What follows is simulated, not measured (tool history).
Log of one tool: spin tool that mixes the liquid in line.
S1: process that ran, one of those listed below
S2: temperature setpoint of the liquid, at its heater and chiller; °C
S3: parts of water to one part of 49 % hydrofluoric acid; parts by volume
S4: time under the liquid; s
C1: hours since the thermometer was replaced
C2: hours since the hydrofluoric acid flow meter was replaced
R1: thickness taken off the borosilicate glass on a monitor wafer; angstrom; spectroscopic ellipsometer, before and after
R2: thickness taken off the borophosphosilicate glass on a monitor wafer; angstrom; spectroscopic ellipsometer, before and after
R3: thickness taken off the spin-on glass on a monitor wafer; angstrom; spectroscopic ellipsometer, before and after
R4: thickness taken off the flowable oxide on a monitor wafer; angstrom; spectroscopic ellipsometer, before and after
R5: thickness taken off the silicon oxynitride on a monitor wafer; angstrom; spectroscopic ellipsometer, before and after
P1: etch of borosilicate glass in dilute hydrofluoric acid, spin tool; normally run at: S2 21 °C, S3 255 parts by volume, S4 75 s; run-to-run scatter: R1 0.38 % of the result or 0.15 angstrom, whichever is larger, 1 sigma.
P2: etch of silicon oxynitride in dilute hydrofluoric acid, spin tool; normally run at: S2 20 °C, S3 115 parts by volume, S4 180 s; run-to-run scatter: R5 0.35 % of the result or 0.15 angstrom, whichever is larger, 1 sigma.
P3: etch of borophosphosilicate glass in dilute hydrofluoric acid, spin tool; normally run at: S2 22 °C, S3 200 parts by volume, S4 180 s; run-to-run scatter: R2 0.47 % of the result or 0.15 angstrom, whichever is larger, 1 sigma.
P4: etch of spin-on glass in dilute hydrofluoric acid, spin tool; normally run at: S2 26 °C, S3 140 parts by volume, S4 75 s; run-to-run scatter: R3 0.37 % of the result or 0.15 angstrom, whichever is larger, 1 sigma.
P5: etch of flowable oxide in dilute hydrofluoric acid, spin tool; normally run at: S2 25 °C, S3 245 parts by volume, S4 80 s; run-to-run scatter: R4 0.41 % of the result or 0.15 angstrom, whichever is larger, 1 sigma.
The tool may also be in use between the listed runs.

{"run": 1, "hour": 9.1, "S1": "P1", "S2": 21, "S3": 255, "S4": 75, "C1": 807.1, "C2": 519.4, "R1": 89.121}
{"run": 2, "hour": 23.8, "S1": "P3", "S2": 22, "S3": 200, "S4": 180, "C1": 821.8, "C2": 534.1, "R2": 203.81}
{"run": 3, "hour": 32.5, "S1": "P3", "S2": 22, "S3": 290, "S4": 180, "C1": 830.5, "C2": 542.8, "R2": 128.69}
{"run": 4, "hour": 47.2, "S1": "P1", "S2": 21, "S3": 380, "S4": 75, "C1": 845.2, "C2": 557.5, "R1": 53.427}
{"run": 5, "hour": 57.8, "S1": "P3", "S2": 29, "S3": 200, "S4": 180, "C1": 855.8, "C2": 568.1, "R2": 263.25}
{"run": 6, "hour": 65.9, "S1": "P1", "S2": 29, "S3": 255, "S4": 75, "C1": 863.9, "C2": 576.2, "R1": 117.88}
{"run": 7, "hour": 75.4, "S1": "P4", "S2": 26, "S3": 140, "S4": 75, "C1": 873.4, "C2": 585.7, "R3": 316.51}
{"run": 8, "hour": 84.2, "S1": "P5", "S2": 25, "S3": 245, "S4": 80, "C1": 882.2, "C2": 594.5, "R4": 107.65}
{"run": 9, "hour": 90.9, "S1": "P1", "S2": 17, "S3": 255, "S4": 35, "C1": 888.9, "C2": 601.2, "R1": 35.668}
{"run": 10, "hour": 103.8, "S1": "P1", "S2": 21, "S3": 255, "S4": 75, "C1": 901.8, "C2": 614.1, "R1": 88.787}
{"run": 11, "hour": 117.3, "S1": "P5", "S2": 25, "S3": 245, "S4": 15, "C1": 915.3, "C2": 627.6, "R4": 20.143}
{"run": 12, "hour": 131.6, "S1": "P5", "S2": 20.5, "S3": 245, "S4": 80, "C1": 929.6, "C2": 641.9, "R4": 90.538}
{"run": 13, "hour": 138.3, "S1": "P1", "S2": 17, "S3": 255, "S4": 75, "C1": 936.3, "C2": 648.6, "R1": 76.324}
{"run": 14, "hour": 152.9, "S1": "P5", "S2": 25, "S3": 85, "S4": 80, "C1": 950.9, "C2": 663.2, "R4": 373.38}
{"run": 15, "hour": 161.1, "S1": "P4", "S2": 26, "S3": 140, "S4": 75, "C1": 959.1, "C2": 671.4, "R3": 316.72}
{"run": 16, "hour": 175.1, "S1": "P2", "S2": 26, "S3": 115, "S4": 180, "C1": 973.1, "C2": 685.4, "R5": 80.687}
{"hour": 181.5, "done": "hydrofluoric acid flow meter replaced"}
{"run": 17, "hour": 184.5, "S1": "P2", "S2": 20, "S3": 115, "S4": 180, "C1": 982.5, "C2": 3.1, "R5": 60.527}
{"run": 18, "hour": 195.0, "S1": "P1", "S2": 21, "S3": 90, "S4": 75, "C1": 993, "C2": 13.6, "R1": 298.82}
{"run": 19, "hour": 208.9, "S1": "P4", "S2": 26, "S3": 205, "S4": 75, "C1": 1006.9, "C2": 27.5, "R3": 201.23}
{"run": 20, "hour": 222.9, "S1": "P1", "S2": 21, "S3": 255, "S4": 75, "C1": 1020.9, "C2": 41.5, "R1": 88.512}
{"run": 21, "hour": 231.6, "S1": "P2", "S2": 20, "S3": 115, "S4": 180, "C1": 1029.6, "C2": 50.2, "R5": 60.585}
{"run": 22, "hour": 241.4, "S1": "P1", "S2": 21, "S3": 255, "S4": 120, "C1": 1039.4, "C2": 60, "R1": 142.19}
{"run": 23, "hour": 255.8, "S1": "P2", "S2": 20, "S3": 55, "S4": 180, "C1": 1053.8, "C2": 74.4, "R5": 132.4}
{"run": 24, "hour": 269.9, "S1": "P4", "S2": 26, "S3": 140, "S4": 110, "C1": 1067.9, "C2": 88.5, "R3": 467.01}
{"run": 25, "hour": 278.7, "S1": "P3", "S2": 22, "S3": 200, "S4": 355, "C1": 1076.7, "C2": 97.3, "R2": 400.04}
{"run": 26, "hour": 285.8, "S1": "P1", "S2": 25, "S3": 460, "S4": 75, "C1": 1083.8, "C2": 104.4, "R1": 46.646}
{"run": 27, "hour": 295.2, "S1": "P1", "S2": 21, "S3": 255, "S4": 75, "C1": 1093.2, "C2": 113.8, "R1": 89.084}
{"run": 28, "hour": 301.9, "S1": "P2", "S2": 20, "S3": 115, "S4": 340, "C1": 1099.9, "C2": 120.5, "R5": 115.13}
{"run": 29, "hour": 310.6, "S1": "P1", "S2": 21, "S3": 255, "S4": 75, "C1": 1108.6, "C2": 129.2, "R1": 88.37}
{"run": 30, "hour": 320.1, "S1": "P3", "S2": 22, "S3": 200, "S4": 180, "C1": 1118.1, "C2": 138.7, "R2": 204.31}
{"run": 31, "hour": 327.6, "S1": "P1", "S2": 21, "S3": 255, "S4": 30, "C1": 1125.6, "C2": 146.2, "R1": 35.73}

The next listed run, before its measurement:
{"run": 32, "hour": 334.4, "S1": "P4", "S2": 17.5, "S3": 140, "S4": 75, "C1": 1132.4, "C2": 153, "R3": "?"}

Run 32 gave R3 226.65 angstrom.

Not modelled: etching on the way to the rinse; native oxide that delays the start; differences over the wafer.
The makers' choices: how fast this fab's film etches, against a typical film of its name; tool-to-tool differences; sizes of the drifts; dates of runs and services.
